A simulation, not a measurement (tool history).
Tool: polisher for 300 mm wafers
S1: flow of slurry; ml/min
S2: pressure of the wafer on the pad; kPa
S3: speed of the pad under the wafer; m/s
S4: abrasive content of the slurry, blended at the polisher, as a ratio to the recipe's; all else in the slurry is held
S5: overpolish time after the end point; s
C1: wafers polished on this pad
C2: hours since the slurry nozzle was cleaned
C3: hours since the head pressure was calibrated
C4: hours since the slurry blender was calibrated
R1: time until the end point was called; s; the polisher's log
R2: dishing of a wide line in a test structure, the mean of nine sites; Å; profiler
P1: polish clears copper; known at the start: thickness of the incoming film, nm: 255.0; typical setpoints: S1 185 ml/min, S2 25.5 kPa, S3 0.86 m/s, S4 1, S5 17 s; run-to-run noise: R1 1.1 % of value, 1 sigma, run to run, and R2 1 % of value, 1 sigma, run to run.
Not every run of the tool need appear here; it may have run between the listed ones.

run	hour	S1	S2	S3	S4	S5	C1	C2	C3	C4	R1	R2
1	12.6	185	25.5	0.86	1	17	411	234.1	110.3	89.8	75.854	368.66
2	27	185	17.9	0.86	1	17	589	248.5	124.7	104.2	109.66	272.02
3	36.8	185	25.5	0.86	1.45	27	710	258.3	134.5	114	70.752	548.34
4	53.1	290	33.1	0.86	1	17	912	274.6	150.8	130.3	55.721	473.06
# hour 60.8: slurry nozzle cleaned
5	69.7	185	25.5	0.86	1	17	1117	8.9	167.4	146.9	76.582	373.53
6	81	185	25.5	0.86	1	17	1257	20.2	178.7	158.2	76.775	372.88
7	100.1	185	25.5	0.86	1	9	1493	39.3	197.8	177.3	75.623	217.84
8	116.8	185	25.5	0.86	1	17	1699	56	214.5	194	75.701	364.09
9	133.3	185	25.5	0.86	1.35	17	1903	72.5	231	210.5	71.934	394.89
10	144.7	260	25.5	0.86	1	17	2044	83.9	242.4	221.9	74.13	385.09
11	157.2	185	25.5	0.38	1	17	2199	96.4	254.9	234.4	169.94	183.58
12	172.7	185	25.5	1.34	1	17	2390	111.9	270.4	249.9	48.719	525.09
13	183.4	185	25.5	0.86	1	17	2523	122.6	281.1	260.6	76.841	361.43
14	198.6	110	25.5	0.86	1	17	2711	137.8	296.3	275.8	84.358	338.71
15	207.2	185	25.5	0.86	1	30	2817	146.4	304.9	284.4	77.435	572.55
16	222.7	185	25.5	0.86	1	17	3009	161.9	320.4	299.9	75.249	376.19
17	232.5	185	38.6	0.86	1	17	3130	171.7	330.2	309.7	50.978	513.33
18	242.3	185	25.5	0.86	1	17	3251	181.5	340	319.5	76.248	371.47
19	252.6	185	25.5	0.86	0.7	17	3378	191.8	350.3	329.8	82.799	351.8
20	267.3	185	25.5	0.86	1	17	3560	206.5	365	344.5	75.036	366.27
21	283.1	185	25.5	0.86	1	17	3755	222.3	380.8	360.3	77.987	357.46
22	298.3	185	25.5	0.86	1	17	3943	237.5	396	375.5	78.93	351.99
23	316.2	185	25.5	0.86	1	17	4165	255.4	413.9	393.4	80.519	349.38
# hour 323: worn pad replaced by a new one
24	326.6	185	25.5	0.86	1	17	44	265.8	424.3	403.8	81.406	349.24
25	339.8	185	25.5	0.86	1	17	208	279	437.5	417	81.029	349.34
# hour 349: head pressure recalibrated
26	351.4	185	25.5	0.86	1	17	351	290.6	2.5	428.6	82.366	346.21
27	368.2	185	25.5	0.86	1	17	559	307.4	19.3	445.4	83.363	345.3
28	386.5	185	25.5	0.86	1	17	785	325.7	37.6	463.7	82.308	341.37
29	399.6	185	25.5	0.86	1	17	947	338.8	50.7	476.8	83.971	347.33

Compared with where it was, what P1 gives has crept away. Each cause listed below fits the log as well as the rest, at the size given for it:
A: abrasive missing from the slurry, % = 32.8
B: slurry flow missing at the pad, % = 37.3
The process output started creeping at around hour 267.3.
Why every other cause is out:
removal rate lost through wear of the pad, %: was serviced at hour 323, once the creep was under way, yet the earlier output never came back
head's pressure below its setpoint, %: was serviced at hour 349, once the creep was under way, yet the earlier output never came back

Each of the check runs listed below is run on 5 wafers and reports their average, with the results left as question marks. Pick the one under which the possible causes would lead to clearly different results.
check 1	412.7	185	25.5	0.86	0.8	17					?	?
check 2	412.7	185	25.5	0.86	1.2	25					?	?
check 3	412.7	115	25.5	0.86	1	17					?	?
check 4	412.7	185	25.5	1.12	1	17					?	?

What each check would give under each cause:
check	result	if A	if B
check 1	R1	86.737	86.92
check 1	R2	333.33	332.75
check 2	R1	79.87	79.704
check 2	R2	481.57	482.31
check 3	R1	90.273	94.314
check 3	R2	322.44	310.81
check 4	R1	63.68	63.667
check 4	R2	427.05	427.12
Per-check spread between the two closest causes, in the result where they differ most: check 1 0.21 %; check 2 0.21 %; check 3 4.38 %; check 4 0.02 %
Of the check runs offered, only check 3 discriminates between the causes; the rest would read about the same regardless of which cause applies.

The results of check 3 are: R1 89.937 s; R2 323.16 Å. Based on these, which of the listed causes is it?

It was cause A: abrasive missing from the slurry, %.

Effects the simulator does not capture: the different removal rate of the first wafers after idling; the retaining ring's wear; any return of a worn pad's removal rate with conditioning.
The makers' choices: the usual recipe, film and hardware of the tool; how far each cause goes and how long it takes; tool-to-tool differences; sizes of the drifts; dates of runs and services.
